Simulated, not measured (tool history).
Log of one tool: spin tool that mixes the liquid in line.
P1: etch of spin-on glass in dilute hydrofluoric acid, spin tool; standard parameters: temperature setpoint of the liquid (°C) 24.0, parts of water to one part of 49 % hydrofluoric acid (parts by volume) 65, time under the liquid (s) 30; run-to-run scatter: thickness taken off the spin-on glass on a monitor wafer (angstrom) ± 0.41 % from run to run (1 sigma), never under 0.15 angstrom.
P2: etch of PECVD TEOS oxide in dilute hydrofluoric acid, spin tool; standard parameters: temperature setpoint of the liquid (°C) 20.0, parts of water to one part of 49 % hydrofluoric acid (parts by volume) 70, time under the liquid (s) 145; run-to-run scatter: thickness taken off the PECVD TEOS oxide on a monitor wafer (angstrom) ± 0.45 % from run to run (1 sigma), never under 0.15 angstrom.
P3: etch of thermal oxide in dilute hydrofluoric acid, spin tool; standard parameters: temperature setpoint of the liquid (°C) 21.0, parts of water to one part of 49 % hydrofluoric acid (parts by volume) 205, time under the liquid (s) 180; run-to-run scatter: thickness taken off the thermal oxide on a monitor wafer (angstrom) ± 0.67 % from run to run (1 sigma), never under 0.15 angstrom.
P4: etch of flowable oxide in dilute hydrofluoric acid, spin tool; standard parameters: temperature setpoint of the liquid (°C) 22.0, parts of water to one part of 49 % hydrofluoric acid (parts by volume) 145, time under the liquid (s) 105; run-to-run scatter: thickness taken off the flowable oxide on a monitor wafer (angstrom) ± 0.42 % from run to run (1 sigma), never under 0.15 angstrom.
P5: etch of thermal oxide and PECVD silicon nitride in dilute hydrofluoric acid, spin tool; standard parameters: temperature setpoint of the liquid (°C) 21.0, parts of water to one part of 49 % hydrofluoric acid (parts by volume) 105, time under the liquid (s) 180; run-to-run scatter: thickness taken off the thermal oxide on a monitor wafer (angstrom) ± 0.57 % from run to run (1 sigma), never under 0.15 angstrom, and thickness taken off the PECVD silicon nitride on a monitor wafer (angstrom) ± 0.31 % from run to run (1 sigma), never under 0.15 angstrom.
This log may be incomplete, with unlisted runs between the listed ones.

run,hour,process that ran,temperature setpoint of the liquid (°C),parts of water to one part of 49 % hydrofluoric acid (parts by volume),time under the liquid (s),hours since the thermometer was replaced,hours since the hydrofluoric acid flow meter was replaced,thickness taken off the spin-on glass on a monitor wafer (angstrom),thickness taken off the flowable oxide on a monitor wafer (angstrom),thickness taken off the PECVD TEOS oxide on a monitor wafer (angstrom),thickness taken off the thermal oxide on a monitor wafer (angstrom),thickness taken off the PECVD silicon nitride on a monitor wafer (angstrom)
1,11.9,P1,24.0,65,30,521.8,1376.6,181.880,,,,
2,22.9,P4,22.0,145,170,532.8,1387.6,,480.92,,,
3,32.5,P1,17.0,65,30,542.4,1397.2,136.120,,,,
4,41.9,P1,29.0,65,30,551.8,1406.6,222.120,,,,
5,54.9,P1,24.0,65,30,564.8,1419.6,183.390,,,,
6,64.1,P2,17.0,70,145,574.0,1428.8,,,139.960,,
7,73.6,P2,20.0,70,40,583.5,1438.3,,,43.323,,
8,84.5,P1,24.0,65,30,594.4,1449.2,183.420,,,,
9,96.1,P1,24.0,65,55,606.0,1460.8,334.390,,,,
10,106.1,P2,20.0,100,145,616.0,1470.8,,,107.200,,
11,117.8,P3,27.0,205,180,627.7,1482.5,,,,39.936,
12,128.2,P5,21.0,40,180,638.1,1492.9,,,,204.380,209.260
13,142.5,P3,21.0,80,180,652.4,1507.2,,,,93.857,
14,151.8,P1,24.0,115,60,661.7,1516.5,194.010,,,,
15,162.5,P3,21.0,205,180,672.4,1527.2,,,,31.923,
16,173.5,P1,24.0,65,15,683.4,1538.2,91.701,,,,
17,182.6,P1,24.0,95,30,692.5,1547.3,120.390,,,,
18,189.3,P5,21.0,105,180,699.2,1554.0,,,,72.283,81.194
19,200.4,P1,24.0,65,30,710.3,1565.1,182.940,,,,
20,210.5,P4,30.0,145,105,720.4,1575.2,,398.65,,,
21,218.1,P1,24.0,20,30,728.0,1582.8,632.070,,,,
22,231.2,P4,22.0,145,105,741.1,1595.9,,294.14,,,
23,245.6,P2,20.0,70,145,755.5,1610.3,,,157.300,,
24,255.4,P5,21.0,105,320,765.3,1620.1,,,,128.140,143.970
25,261.9,P5,27.5,105,180,771.8,1626.6,,,,92.750,124.760
26,274.1,P3,21.0,205,360,784.0,1638.8,,,,64.266,
27,287.5,P1,24.0,65,30,797.4,1652.2,184.790,,,,
28,295.4,P4,22.0,35,105,805.3,1660.1,,1400.40,,,
29,305.7,P1,24.0,65,30,815.6,1670.4,182.500,,,,
30,318.9,P1,24.0,65,30,828.8,1683.6,191.260,,,,
31,326.0,P1,24.0,65,30,835.9,1690.7,194.310,,,,
32,332.8,P1,24.0,65,30,842.7,1697.5,196.350,,,,
33,345.8,P1,24.0,65,30,855.7,1710.5,196.600,,,,
34,353.2,P1,24.0,65,30,863.1,1717.9,198.220,,,,
35,366.5,P1,24.0,65,30,876.4,1731.2,199.770,,,,
36,373.1,P1,24.0,65,30,883.0,1737.8,200.800,,,,
37,383.0,P1,24.0,65,30,892.9,1747.7,201.360,,,,

What P1 gives has crept off from where it sat before. The 2 causes that follow fit the log equally well, each at the size noted:
A: liquid hotter than its thermometer reads (K) = 2.27
B: hydrofluoric acid flow above the setpoint (%) = 8.81
Onset of the creep was near hour 305.7.

Which of the 4 check runs listed below separates the causes, so that each cause would produce a clearly different result? Each run uses one wafer, and its results are marked with question marks.
check 1,392.9,P5,26.5,105,180,,,,,,?,?
check 2,392.9,P3,21.0,120,355,,,,,,?,
check 3,392.9,P4,25.5,45,105,,,,?,,,
check 4,392.9,P2,17.0,70,145,,,,,?,,

Expected result of each check under each candidate cause:
check,result,if A,if B
check 1,thickness taken off the thermal oxide on a monitor wafer (angstrom),97.628,98.495
check 1,thickness taken off the PECVD silicon nitride on a monitor wafer (angstrom),135.440,127.440
check 2,thickness taken off the thermal oxide on a monitor wafer (angstrom),129.170,129.830
check 3,thickness taken off the flowable oxide on a monitor wafer (angstrom),1360.00,1356.60
check 4,thickness taken off the PECVD TEOS oxide on a monitor wafer (angstrom),153.330,152.420
Smallest distance between any two causes, each pair judged by its most separating result, in per cent: check 1 6.09 %; check 2 0.51 %; check 3 0.25 %; check 4 0.59 %
Only in check 1 would the causes give clearly different results; in the remaining checks their results would be nearly the same.

Check 1 was then run and gave: thickness taken off the thermal oxide on a monitor wafer (angstrom) 97.566; thickness taken off the PECVD silicon nitride on a monitor wafer (angstrom) 134.880. Which cause is it?

A is the cause: liquid hotter than its thermometer reads (K).

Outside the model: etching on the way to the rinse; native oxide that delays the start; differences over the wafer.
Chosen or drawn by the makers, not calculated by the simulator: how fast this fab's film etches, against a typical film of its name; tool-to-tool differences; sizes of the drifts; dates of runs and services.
